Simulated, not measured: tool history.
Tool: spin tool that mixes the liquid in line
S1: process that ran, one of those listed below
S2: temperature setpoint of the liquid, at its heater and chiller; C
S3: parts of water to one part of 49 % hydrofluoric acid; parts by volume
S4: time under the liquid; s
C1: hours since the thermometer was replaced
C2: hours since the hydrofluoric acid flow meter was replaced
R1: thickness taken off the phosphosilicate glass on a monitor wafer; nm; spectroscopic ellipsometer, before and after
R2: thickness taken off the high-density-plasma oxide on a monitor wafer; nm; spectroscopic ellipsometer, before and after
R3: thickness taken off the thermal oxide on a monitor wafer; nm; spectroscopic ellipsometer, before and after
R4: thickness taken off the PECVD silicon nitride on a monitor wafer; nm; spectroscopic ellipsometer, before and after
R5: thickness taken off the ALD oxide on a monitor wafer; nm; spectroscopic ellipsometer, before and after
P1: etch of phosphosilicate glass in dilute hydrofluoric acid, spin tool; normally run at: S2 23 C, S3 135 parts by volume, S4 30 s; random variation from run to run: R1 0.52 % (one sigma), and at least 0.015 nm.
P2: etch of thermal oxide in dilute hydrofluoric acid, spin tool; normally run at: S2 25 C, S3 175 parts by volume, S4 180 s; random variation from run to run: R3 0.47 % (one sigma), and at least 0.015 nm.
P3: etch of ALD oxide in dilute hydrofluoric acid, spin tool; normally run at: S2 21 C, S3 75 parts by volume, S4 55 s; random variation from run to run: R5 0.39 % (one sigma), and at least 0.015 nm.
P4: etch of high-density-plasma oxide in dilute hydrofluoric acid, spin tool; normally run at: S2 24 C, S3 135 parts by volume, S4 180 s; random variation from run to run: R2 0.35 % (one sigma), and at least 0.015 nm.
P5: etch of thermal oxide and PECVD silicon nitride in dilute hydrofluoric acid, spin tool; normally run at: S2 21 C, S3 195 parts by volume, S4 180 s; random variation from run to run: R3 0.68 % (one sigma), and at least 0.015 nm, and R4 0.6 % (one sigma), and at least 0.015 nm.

run 1 day=0.542 | S1=P1 S2=23 S3=135 S4=30 | C1=268 C2=1230.7 | R1=21.57
run 2 day=0.925 | S1=P1 S2=23 S3=245 S4=30 | C1=277.2 C2=1239.9 | R1=10.473
run 3 day=1.425 | S1=P1 S2=23 S3=135 S4=30 | C1=289.2 C2=1251.9 | R1=21.668
run 4 day=1.942 | S1=P4 S2=24 S3=65 S4=180 | C1=301.6 C2=1264.3 | R2=14.837
run 5 day=2.254 | S1=P1 S2=23 S3=135 S4=30 | C1=309.1 C2=1271.8 | R1=21.667
run 6 day=2.667 | S1=P2 S2=25 S3=45 S4=180 | C1=319 C2=1281.7 | R3=20.542
run 7 day=2.975 | S1=P1 S2=23 S3=135 S4=15 | C1=326.4 C2=1289.1 | R1=10.799
run 8 day=3.529 | S1=P5 S2=21 S3=295 S4=180 | C1=339.7 C2=1302.4 | R3=2.1304 R4=2.94
run 9 day=3.942 | S1=P5 S2=21 S3=195 S4=180 | C1=349.6 C2=1312.3 | R3=3.5068 R4=4.3752
run 10 day=4.5 | S1=P2 S2=25 S3=175 S4=180 | C1=363 C2=1325.7 | R3=4.5294
run 11 day=4.921 | S1=P1 S2=27.5 S3=135 S4=30 | C1=373.1 C2=1335.8 | R1=25.483
run 12 day=5.379 | S1=P4 S2=24 S3=135 S4=100 | C1=384.1 C2=1346.8 | R2=3.6376
run 13 day=5.938 | S1=P4 S2=24 S3=135 S4=180 | C1=397.5 C2=1360.2 | R2=6.6315
run 14 day=6.508 | S1=P3 S2=21 S3=75 S4=55 | C1=411.2 C2=1373.9 | R5=6.9044
run 15 day=7.129 | S1=P1 S2=23 S3=135 S4=30 | C1=426.1 C2=1388.8 | R1=21.714
run 16 day=7.612 | S1=P3 S2=21 S3=120 S4=55 | C1=437.7 C2=1400.4 | R5=4.1062
run 17 day=8.279 | S1=P4 S2=24 S3=135 S4=180 | C1=453.7 C2=1416.4 | R2=6.5577
run 18 day=8.833 | S1=P3 S2=21 S3=75 S4=115 | C1=467 C2=1429.7 | R5=14.429
run 19 day=9.421 | S1=P2 S2=25 S3=175 S4=345 | C1=481.1 C2=1443.8 | R3=8.6697
run 20 day=9.858 | S1=P2 S2=25 S3=175 S4=180 | C1=491.6 C2=1454.3 | R3=4.5572
run 21 day=10.212 | S1=P2 S2=31 S3=175 S4=180 | C1=500.1 C2=1462.8 | R3=5.6767
run 22 day=10.671 | S1=P3 S2=26 S3=75 S4=55 | C1=511.1 C2=1473.8 | R5=8.4984
run 23 day=11.212 | S1=P1 S2=23 S3=135 S4=45 | C1=524.1 C2=1486.8 | R1=32.452
run 24 day=11.538 | S1=P1 S2=19.5 S3=65 S4=30 | C1=531.9 C2=1494.6 | R1=41.996
run 25 day=11.904 | S1=P5 S2=21 S3=195 S4=15 | C1=540.7 C2=1503.4 | R3=0.30917 R4=0.36986
run 26 day=12.567 | S1=P1 S2=23 S3=135 S4=30 | C1=556.6 C2=1519.3 | R1=21.558
-- day=12.633 hydrofluoric acid flow meter replaced
run 27 day=13.008 | S1=P4 S2=20 S3=135 S4=180 | C1=567.2 C2=9 | R2=5.6027
run 28 day=13.321 | S1=P5 S2=29 S3=195 S4=180 | C1=574.7 C2=16.5 | R3=4.7819 R4=7.2304
run 29 day=13.954 | S1=P1 S2=23 S3=35 S4=15 | C1=589.9 C2=31.7 | R1=46.767
run 30 day=14.583 | S1=P1 S2=19 S3=135 S4=30 | C1=605 C2=46.8 | R1=18.362
run 31 day=15.092 | S1=P3 S2=21 S3=75 S4=55 | C1=617.2 C2=59 | R5=6.9513
run 32 day=15.446 | S1=P1 S2=23 S3=45 S4=30 | C1=625.7 C2=67.5 | R1=72.527
run 33 day=15.767 | S1=P1 S2=23 S3=135 S4=30 | C1=633.4 C2=75.2 | R1=21.758
run 34 day=16.388 | S1=P1 S2=23 S3=135 S4=30 | C1=648.3 C2=90.1 | R1=22.329
run 35 day=16.912 | S1=P1 S2=23 S3=135 S4=30 | C1=660.9 C2=102.7 | R1=22.84
run 36 day=17.346 | S1=P1 S2=23 S3=135 S4=30 | C1=671.3 C2=113.1 | R1=22.703
run 37 day=17.65 | S1=P1 S2=23 S3=135 S4=30 | C1=678.6 C2=120.4 | R1=23.066
run 38 day=18.108 | S1=P1 S2=23 S3=135 S4=30 | C1=689.6 C2=131.4 | R1=23.367
run 39 day=18.521 | S1=P1 S2=23 S3=135 S4=30 | C1=699.5 C2=141.3 | R1=23.019
run 40 day=19.083 | S1=P1 S2=23 S3=135 S4=30 | C1=713 C2=154.8 | R1=23.182
run 41 day=19.671 | S1=P1 S2=23 S3=135 S4=30 | C1=727.1 C2=168.9 | R1=23.346
run 42 day=20.004 | S1=P1 S2=23 S3=135 S4=30 | C1=735.1 C2=176.9 | R1=22.974

What P1 gives has crept away from where it was. These 2 causes fit the log equally well, each at the size given:
A: hydrofluoric acid flow above the setpoint (%) = 6.52
B: liquid hotter than its thermometer reads (K) = 1.88
The creep began at about day 15.767.

4 check runs are offered, one wafer each, their results left as question marks. Which one tells the causes apart?
run check 1 day=20.338 | S1=P3 S2=21 S3=75 S4=55 | R5=?
run check 2 day=20.338 | S1=P2 S2=25 S3=175 S4=180 | R3=?
run check 3 day=20.338 | S1=P5 S2=21 S3=195 S4=180 | R3=? R4=?
run check 4 day=20.338 | S1=P4 S2=24 S3=135 S4=180 | R2=?

What each check would give under each cause:
check=check_1 result=R5 if_A=7.4027 if_B=7.4666
check=check_2 result=R3 if_A=4.9068 if_B=4.8766
check=check_3 result=R3 if_A=3.7893 if_B=3.7741
check=check_3 result=R4 if_A=4.6684 if_B=4.9557
check=check_4 result=R2 if_A=7.062 if_B=7.0558
How far apart the two closest causes lie, in the result that separates them most: check 1 0.86 %; check 2 0.62 %; check 3 5.97 %; check 4 0.09 %
Only check 3 tells the causes apart: in the others they would give nearly the same result.

Then check 3 was run and gave: R3 3.7814 nm; R4 4.9445 nm. Which cause is it?

It is B: liquid hotter than its thermometer reads (K).

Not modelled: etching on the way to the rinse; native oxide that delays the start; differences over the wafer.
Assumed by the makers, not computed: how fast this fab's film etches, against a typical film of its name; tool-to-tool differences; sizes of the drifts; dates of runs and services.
